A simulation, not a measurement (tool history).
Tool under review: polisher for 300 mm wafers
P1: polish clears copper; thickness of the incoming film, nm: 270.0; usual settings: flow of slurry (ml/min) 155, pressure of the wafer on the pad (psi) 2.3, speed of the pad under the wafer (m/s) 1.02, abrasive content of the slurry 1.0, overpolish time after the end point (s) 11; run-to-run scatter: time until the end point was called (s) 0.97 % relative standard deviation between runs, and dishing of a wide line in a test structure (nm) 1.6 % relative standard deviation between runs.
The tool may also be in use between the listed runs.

run	hour	flow of slurry (ml/min)	pressure of the wafer on the pad (psi)	speed of the pad under the wafer (m/s)	abrasive content of the slurry	overpolish time after the end point (s)	time until the end point was called (s)	dishing of a wide line in a test structure (nm)
1	5.4	155	2.3	1.02	1.0	11	100.480	22.2170
2	9.7	155	2.3	1.02	1.0	11	100.980	22.2150
3	13.1	155	2.3	1.02	0.5	11	113.820	19.4430
4	17.7	155	2.9	0.62	1.0	11	133.150	16.7540
# hour 18.2: worn pad replaced by a new one
5	24.0	155	2.3	1.34	1.0	11	75.883	27.9260
6	27.5	210	2.3	1.02	1.0	11	95.327	22.4730
7	33.7	155	2.3	1.02	1.0	11	100.140	21.6330
8	36.8	230	2.3	1.02	0.8	11	101.200	22.0010
9	40.0	155	2.3	1.02	1.4	11	93.738	23.3050
10	44.6	155	2.3	1.02	1.0	11	99.182	22.0020
11	49.7	155	3.4	1.02	1.0	11	68.458	31.9730
12	54.9	155	1.0	1.02	1.0	11	230.820	9.8953
13	59.0	155	2.3	1.02	1.0	4	99.951	8.1146
14	62.1	155	2.3	1.02	1.0	22	99.646	39.9490
15	65.6	105	2.3	1.02	1.0	11	107.990	20.3640
16	68.6	155	2.3	1.02	1.0	11	99.920	22.3570
17	72.1	155	2.3	0.64	1.0	11	160.110	14.1200
18	78.2	155	2.3	1.02	1.0	11	99.096	22.0370
19	82.2	155	2.3	1.02	1.0	11	102.290	22.0100
20	86.1	155	2.3	1.02	1.0	11	105.350	21.0140
21	91.3	155	2.3	1.02	1.0	11	105.820	21.4450
# hour 96.4: worn pad replaced by a new one
22	96.9	155	2.3	1.02	1.0	11	106.040	21.3720
23	100.3	155	2.3	1.02	1.0	11	108.310	21.3310
24	104.8	155	2.3	1.02	1.0	11	106.410	20.0850
# hour 105.8: head pressure recalibrated
25	110.8	155	2.3	1.02	1.0	11	108.550	21.2480
26	117.5	155	2.3	1.02	1.0	11	108.020	20.6760

Something has made what P1 gives creep away from where it was; the 2 causes below, each at its own stated size, fit the log equally well:
A: slurry flow missing at the pad, % = 33
B: abrasive missing from the slurry, % = 32
At approximately hour 78.2, the process output began to creep.
What rules out each remaining cause:
removal rate lost through wear of the pad, %: its service at hour 96.4 followed the start of the drift and did not put the process back to its old value
head's pressure below its setpoint, %: its service at hour 105.8 followed the start of the drift and did not put the process back to its old value

You are offered 4 check runs, listed below with question marks in place of their results; each one averages 5 wafers. Which run separates the listed causes by giving clearly different results for each?
check 1	124.2	155	1.3	1.02	1.0	11	?	?
check 2	124.2	105	2.3	1.02	1.0	18	?	?
check 3	124.2	155	2.3	1.02	0.7	21	?	?
check 4	124.2	155	2.3	1.32	0.6	11	?	?

Predicted outcomes, by check and by cause:
check	result	if A	if B
check 1	time until the end point was called (s)	192.280	192.230
check 1	dishing of a wide line in a test structure (nm)	11.7350	11.7380
check 2	time until the end point was called (s)	121.520	117.500
check 2	dishing of a wide line in a test structure (nm)	29.0360	29.9340
check 3	time until the end point was called (s)	117.120	116.660
check 3	dishing of a wide line in a test structure (nm)	34.4700	34.5890
check 4	time until the end point was called (s)	93.377	92.867
check 4	dishing of a wide line in a test structure (nm)	23.5380	23.6570
Smallest distance between any two causes, each pair judged by its most separating result, in per cent: check 1 0.03 %; check 2 3.36 %; check 3 0.39 %; check 4 0.55 %
Of the check runs offered, only check 2 discriminates between the causes; the rest would read about the same regardless of which cause applies.

Here is what check 2 returned: time until the end point was called (s) 121.580; dishing of a wide line in a test structure (nm) 28.9090. Which cause is it?

The cause is A: slurry flow missing at the pad, %.

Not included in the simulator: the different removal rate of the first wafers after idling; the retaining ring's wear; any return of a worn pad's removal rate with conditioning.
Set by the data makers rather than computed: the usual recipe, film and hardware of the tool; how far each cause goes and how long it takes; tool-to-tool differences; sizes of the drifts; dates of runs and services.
